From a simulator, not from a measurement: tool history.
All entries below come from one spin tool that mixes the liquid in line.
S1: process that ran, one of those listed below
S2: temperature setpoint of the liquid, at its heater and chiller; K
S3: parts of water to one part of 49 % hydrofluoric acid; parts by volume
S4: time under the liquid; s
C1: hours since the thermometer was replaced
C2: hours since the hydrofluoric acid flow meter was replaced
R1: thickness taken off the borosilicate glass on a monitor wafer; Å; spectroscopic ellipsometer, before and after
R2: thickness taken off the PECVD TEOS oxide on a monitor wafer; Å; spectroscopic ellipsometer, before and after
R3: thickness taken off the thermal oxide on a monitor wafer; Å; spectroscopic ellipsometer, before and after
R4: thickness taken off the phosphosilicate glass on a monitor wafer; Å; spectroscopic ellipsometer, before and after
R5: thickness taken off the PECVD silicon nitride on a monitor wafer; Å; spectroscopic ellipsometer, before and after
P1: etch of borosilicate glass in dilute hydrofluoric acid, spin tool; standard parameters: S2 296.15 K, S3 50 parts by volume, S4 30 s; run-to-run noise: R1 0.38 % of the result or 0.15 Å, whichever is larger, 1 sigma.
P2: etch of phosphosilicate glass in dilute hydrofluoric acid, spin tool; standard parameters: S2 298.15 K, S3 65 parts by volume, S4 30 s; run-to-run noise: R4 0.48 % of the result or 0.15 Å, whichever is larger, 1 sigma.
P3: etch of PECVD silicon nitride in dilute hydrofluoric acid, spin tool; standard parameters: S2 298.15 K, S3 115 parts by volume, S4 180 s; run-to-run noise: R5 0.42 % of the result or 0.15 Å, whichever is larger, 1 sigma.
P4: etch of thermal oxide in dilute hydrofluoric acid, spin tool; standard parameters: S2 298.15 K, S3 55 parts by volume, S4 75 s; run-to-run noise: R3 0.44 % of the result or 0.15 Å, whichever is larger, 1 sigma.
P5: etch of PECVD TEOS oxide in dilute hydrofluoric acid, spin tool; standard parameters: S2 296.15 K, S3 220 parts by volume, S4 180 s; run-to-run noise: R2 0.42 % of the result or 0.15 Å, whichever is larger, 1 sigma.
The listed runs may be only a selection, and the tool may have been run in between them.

run 1 day=0.104 | S1=P1 S2=296.15 S3=50 S4=30 | C1=2124.9 C2=858.8 | R1=145.66
run 2 day=0.246 | S1=P1 S2=301.15 S3=50 S4=60 | C1=2128.3 C2=862.2 | R1=358.32
run 3 day=0.338 | S1=P5 S2=290.15 S3=220 S4=180 | C1=2130.5 C2=864.4 | R2=89.378
run 4 day=0.462 | S1=P4 S2=298.15 S3=55 S4=25 | C1=2133.5 C2=867.4 | R3=23.041
run 5 day=0.621 | S1=P1 S2=296.15 S3=50 S4=55 | C1=2137.3 C2=871.2 | R1=266.14
run 6 day=0.762 | S1=P2 S2=304.65 S3=65 S4=30 | C1=2140.7 C2=874.6 | R4=669.18
run 7 day=0.854 | S1=P1 S2=301.15 S3=50 S4=30 | C1=2142.9 C2=876.8 | R1=179.93
run 8 day=0.946 | S1=P1 S2=296.15 S3=50 S4=30 | C1=2145.1 C2=879 | R1=146.17
run 9 day=1.1 | S1=P1 S2=296.15 S3=85 S4=30 | C1=2148.8 C2=882.7 | R1=82.591
run 10 day=1.179 | S1=P5 S2=296.15 S3=220 S4=180 | C1=2150.7 C2=884.6 | R2=112.16
run 11 day=1.329 | S1=P1 S2=296.15 S3=50 S4=30 | C1=2154.3 C2=888.2 | R1=145.87
run 12 day=1.446 | S1=P5 S2=296.15 S3=220 S4=300 | C1=2157.1 C2=891 | R2=187.12
run 13 day=1.629 | S1=P2 S2=298.15 S3=110 S4=30 | C1=2161.5 C2=895.4 | R4=287.61
run 14 day=1.771 | S1=P1 S2=296.15 S3=50 S4=30 | C1=2164.9 C2=898.8 | R1=145.89
run 15 day=1.942 | S1=P1 S2=290.15 S3=50 S4=30 | C1=2169 C2=902.9 | R1=114.02
run 16 day=2.083 | S1=P3 S2=298.15 S3=115 S4=15 | C1=2172.4 C2=906.3 | R5=7.6911
run 17 day=2.179 | S1=P4 S2=298.15 S3=20 S4=75 | C1=2174.7 C2=908.6 | R3=200.99
run 18 day=2.267 | S1=P4 S2=293.15 S3=55 S4=75 | C1=2176.8 C2=910.7 | R3=56.767
run 19 day=2.362 | S1=P3 S2=298.15 S3=115 S4=180 | C1=2179.1 C2=913 | R5=90.759
-- day=2.371 hydrofluoric acid flow meter replaced
run 20 day=2.462 | S1=P5 S2=296.15 S3=345 S4=180 | C1=2181.5 C2=2.2 | R2=63.52
run 21 day=2.629 | S1=P3 S2=305.65 S3=115 S4=180 | C1=2185.5 C2=6.2 | R5=145.61
run 22 day=2.804 | S1=P4 S2=298.15 S3=55 S4=75 | C1=2189.7 C2=10.4 | R3=69.925
run 23 day=2.967 | S1=P1 S2=296.15 S3=50 S4=15 | C1=2193.6 C2=14.3 | R1=72.888
run 24 day=3.142 | S1=P2 S2=298.15 S3=65 S4=50 | C1=2197.8 C2=18.5 | R4=861.86
run 25 day=3.3 | S1=P2 S2=298.15 S3=65 S4=30 | C1=2201.6 C2=22.3 | R4=517.16
run 26 day=3.471 | S1=P1 S2=296.15 S3=30 S4=30 | C1=2205.7 C2=26.4 | R1=250.73
run 27 day=3.638 | S1=P3 S2=298.15 S3=25 S4=180 | C1=2209.7 C2=30.4 | R5=405.51
run 28 day=3.804 | S1=P1 S2=296.15 S3=50 S4=30 | C1=2213.7 C2=34.4 | R1=146.26
run 29 day=3.95 | S1=P1 S2=296.15 S3=50 S4=30 | C1=2217.2 C2=37.9 | R1=142.91
run 30 day=4.1 | S1=P1 S2=296.15 S3=50 S4=30 | C1=2220.8 C2=41.5 | R1=140.37
run 31 day=4.262 | S1=P1 S2=296.15 S3=50 S4=30 | C1=2224.7 C2=45.4 | R1=138.85
run 32 day=4.362 | S1=P1 S2=296.15 S3=50 S4=30 | C1=2227.1 C2=47.8 | R1=138.98
run 33 day=4.475 | S1=P1 S2=296.15 S3=50 S4=30 | C1=2229.8 C2=50.5 | R1=137.86
run 34 day=4.571 | S1=P1 S2=296.15 S3=50 S4=30 | C1=2232.1 C2=52.8 | R1=138.3
run 35 day=4.692 | S1=P1 S2=296.15 S3=50 S4=30 | C1=2235 C2=55.7 | R1=137.87
run 36 day=4.783 | S1=P1 S2=296.15 S3=50 S4=30 | C1=2237.2 C2=57.9 | R1=137.08
run 37 day=4.925 | S1=P1 S2=296.15 S3=50 S4=30 | C1=2240.6 C2=61.3 | R1=136.75
run 38 day=5.008 | S1=P1 S2=296.15 S3=50 S4=30 | C1=2242.6 C2=63.3 | R1=137.93
run 39 day=5.146 | S1=P1 S2=296.15 S3=50 S4=30 | C1=2245.9 C2=66.6 | R1=137.15

Something has made what P1 gives creep away from where it was; the 2 causes below, each at its own stated size, fit the log equally well:
A: liquid colder than its thermometer reads (K) = 1.49
B: hydrofluoric acid flow below the setpoint (%) = 5.65
At approximately day 3.804, the process output began to creep.

Listed below are the offered check runs, one wafer per run, with question marks in place of results. For which of them would the causes give clearly different outcomes?
run check 1 day=5.283 | S1=P5 S2=290.15 S3=220 S4=270 | R2=?
run check 2 day=5.283 | S1=P3 S2=305.15 S3=45 S4=180 | R5=?
run check 3 day=5.283 | S1=P4 S2=298.15 S3=55 S4=25 | R3=?
run check 4 day=5.283 | S1=P2 S2=303.65 S3=100 S4=30 | R4=?

Expected result of each check under each candidate cause:
check=check_1 result=R2 if_A=126.11 if_B=124.78
check=check_2 result=R5 if_A=330.28 if_B=343.06
check=check_3 result=R3 if_A=21.872 if_B=21.837
check=check_4 result=R4 if_A=375.96 if_B=371.96
Gap, in per cent, between the two causes that each check separates least, read from the result that separates them most: check 1 1.06 %; check 2 3.8 %; check 3 0.16 %; check 4 1.07 %
Check 2 tells the causes apart: in the others they would give nearly the same result.

The results of check 2 are: R5 331.07 Å. Based on these, which of the listed causes is it?

It was cause A: liquid colder than its thermometer reads (K).

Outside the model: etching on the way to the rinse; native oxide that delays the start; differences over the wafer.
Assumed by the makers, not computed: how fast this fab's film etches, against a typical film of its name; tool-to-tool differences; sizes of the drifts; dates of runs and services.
